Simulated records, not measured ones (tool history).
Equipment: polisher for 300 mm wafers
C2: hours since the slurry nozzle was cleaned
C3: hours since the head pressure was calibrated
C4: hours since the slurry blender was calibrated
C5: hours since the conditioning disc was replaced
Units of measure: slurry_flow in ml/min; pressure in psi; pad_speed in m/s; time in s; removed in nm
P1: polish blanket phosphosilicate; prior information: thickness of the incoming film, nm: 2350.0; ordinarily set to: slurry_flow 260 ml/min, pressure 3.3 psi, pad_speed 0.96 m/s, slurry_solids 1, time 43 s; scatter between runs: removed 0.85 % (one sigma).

run 1 day=0.112 | slurry_flow=260 pressure=3.3 pad_speed=0.96 slurry_solids=1 time=43 | wafers_polished_on_this_pad=123 C2=432.5 C3=810.4 C4=122.2 C5=110.5 | removed=314.03
run 2 day=0.275 | slurry_flow=260 pressure=5.2 pad_speed=0.96 slurry_solids=1 time=43 | wafers_polished_on_this_pad=181 C2=436.4 C3=814.3 C4=126.1 C5=114.4 | removed=498.88
run 3 day=0.417 | slurry_flow=260 pressure=3.3 pad_speed=0.96 slurry_solids=0.55 time=43 | wafers_polished_on_this_pad=230 C2=439.8 C3=817.7 C4=129.5 C5=117.8 | removed=228.8
-- day=0.55 head pressure recalibrated
run 4 day=0.588 | slurry_flow=260 pressure=2.1 pad_speed=0.96 slurry_solids=1 time=43 | wafers_polished_on_this_pad=290 C2=443.9 C3=0.9 C4=133.6 C5=121.9 | removed=202.25
run 5 day=0.779 | slurry_flow=360 pressure=3.3 pad_speed=0.96 slurry_solids=1 time=43 | wafers_polished_on_this_pad=358 C2=448.5 C3=5.5 C4=138.2 C5=126.5 | removed=324.4
run 6 day=0.896 | slurry_flow=260 pressure=3.3 pad_speed=0.96 slurry_solids=1 time=20 | wafers_polished_on_this_pad=399 C2=451.3 C3=8.3 C4=141 C5=129.3 | removed=147.12
run 7 day=0.992 | slurry_flow=260 pressure=3.3 pad_speed=0.96 slurry_solids=1 time=43 | wafers_polished_on_this_pad=432 C2=453.6 C3=10.6 C4=143.3 C5=131.6 | removed=314.12
run 8 day=1.162 | slurry_flow=260 pressure=3.3 pad_speed=0.48 slurry_solids=1 time=43 | wafers_polished_on_this_pad=492 C2=457.7 C3=14.7 C4=147.4 C5=135.7 | removed=182.59
run 9 day=1.25 | slurry_flow=260 pressure=3.3 pad_speed=0.96 slurry_solids=1 time=43 | wafers_polished_on_this_pad=523 C2=459.8 C3=16.8 C4=149.5 C5=137.8 | removed=315.09
run 10 day=1.383 | slurry_flow=260 pressure=3.3 pad_speed=0.96 slurry_solids=1 time=56 | wafers_polished_on_this_pad=570 C2=463 C3=20 C4=152.7 C5=141 | removed=413.8
run 11 day=1.475 | slurry_flow=260 pressure=3.3 pad_speed=1.46 slurry_solids=1 time=43 | wafers_polished_on_this_pad=602 C2=465.2 C3=22.2 C4=154.9 C5=143.2 | removed=443.3
run 12 day=1.654 | slurry_flow=260 pressure=3.3 pad_speed=0.96 slurry_solids=1.35 time=43 | wafers_polished_on_this_pad=665 C2=469.5 C3=26.5 C4=159.2 C5=147.5 | removed=356.39
run 13 day=1.821 | slurry_flow=260 pressure=3.3 pad_speed=0.96 slurry_solids=1 time=43 | wafers_polished_on_this_pad=724 C2=473.5 C3=30.5 C4=163.2 C5=151.5 | removed=312.07
run 14 day=2.004 | slurry_flow=155 pressure=3.3 pad_speed=0.96 slurry_solids=1 time=43 | wafers_polished_on_this_pad=788 C2=477.9 C3=34.9 C4=167.6 C5=155.9 | removed=290.42
run 15 day=2.1 | slurry_flow=260 pressure=3.3 pad_speed=0.96 slurry_solids=1 time=43 | wafers_polished_on_this_pad=822 C2=480.2 C3=37.2 C4=169.9 C5=158.2 | removed=314.97
run 16 day=2.233 | slurry_flow=400 pressure=3.3 pad_speed=0.96 slurry_solids=1.25 time=43 | wafers_polished_on_this_pad=869 C2=483.4 C3=40.4 C4=173.1 C5=161.4 | removed=356.29
run 17 day=2.346 | slurry_flow=260 pressure=3.3 pad_speed=0.96 slurry_solids=1 time=43 | wafers_polished_on_this_pad=908 C2=486.1 C3=43.1 C4=175.8 C5=164.1 | removed=317.22
run 18 day=2.488 | slurry_flow=260 pressure=3.3 pad_speed=0.96 slurry_solids=1 time=43 | wafers_polished_on_this_pad=958 C2=489.5 C3=46.5 C4=179.2 C5=167.5 | removed=295.17
run 19 day=2.671 | slurry_flow=260 pressure=3.3 pad_speed=0.96 slurry_solids=1 time=43 | wafers_polished_on_this_pad=1022 C2=493.9 C3=50.9 C4=183.6 C5=171.9 | removed=281.15
run 20 day=2.838 | slurry_flow=260 pressure=3.3 pad_speed=0.96 slurry_solids=1 time=43 | wafers_polished_on_this_pad=1081 C2=497.9 C3=54.9 C4=187.6 C5=175.9 | removed=276.22
-- day=2.862 conditioning disc replaced and pad reconditioned
-- day=2.967 head pressure recalibrated
run 21 day=3 | slurry_flow=260 pressure=3.3 pad_speed=0.96 slurry_solids=1 time=43 | wafers_polished_on_this_pad=1138 C2=501.8 C3=0.8 C4=191.5 C5=3.4 | removed=274.16

What does the tool deliver on the next run?
run 22 day=3.096 | slurry_flow=260 pressure=3.3 pad_speed=0.96 slurry_solids=1 time=43 | wafers_polished_on_this_pad=1172 C2=504.1 C3=3.1 C4=193.8 C5=5.7 | removed=?

removed: 270.74 nm

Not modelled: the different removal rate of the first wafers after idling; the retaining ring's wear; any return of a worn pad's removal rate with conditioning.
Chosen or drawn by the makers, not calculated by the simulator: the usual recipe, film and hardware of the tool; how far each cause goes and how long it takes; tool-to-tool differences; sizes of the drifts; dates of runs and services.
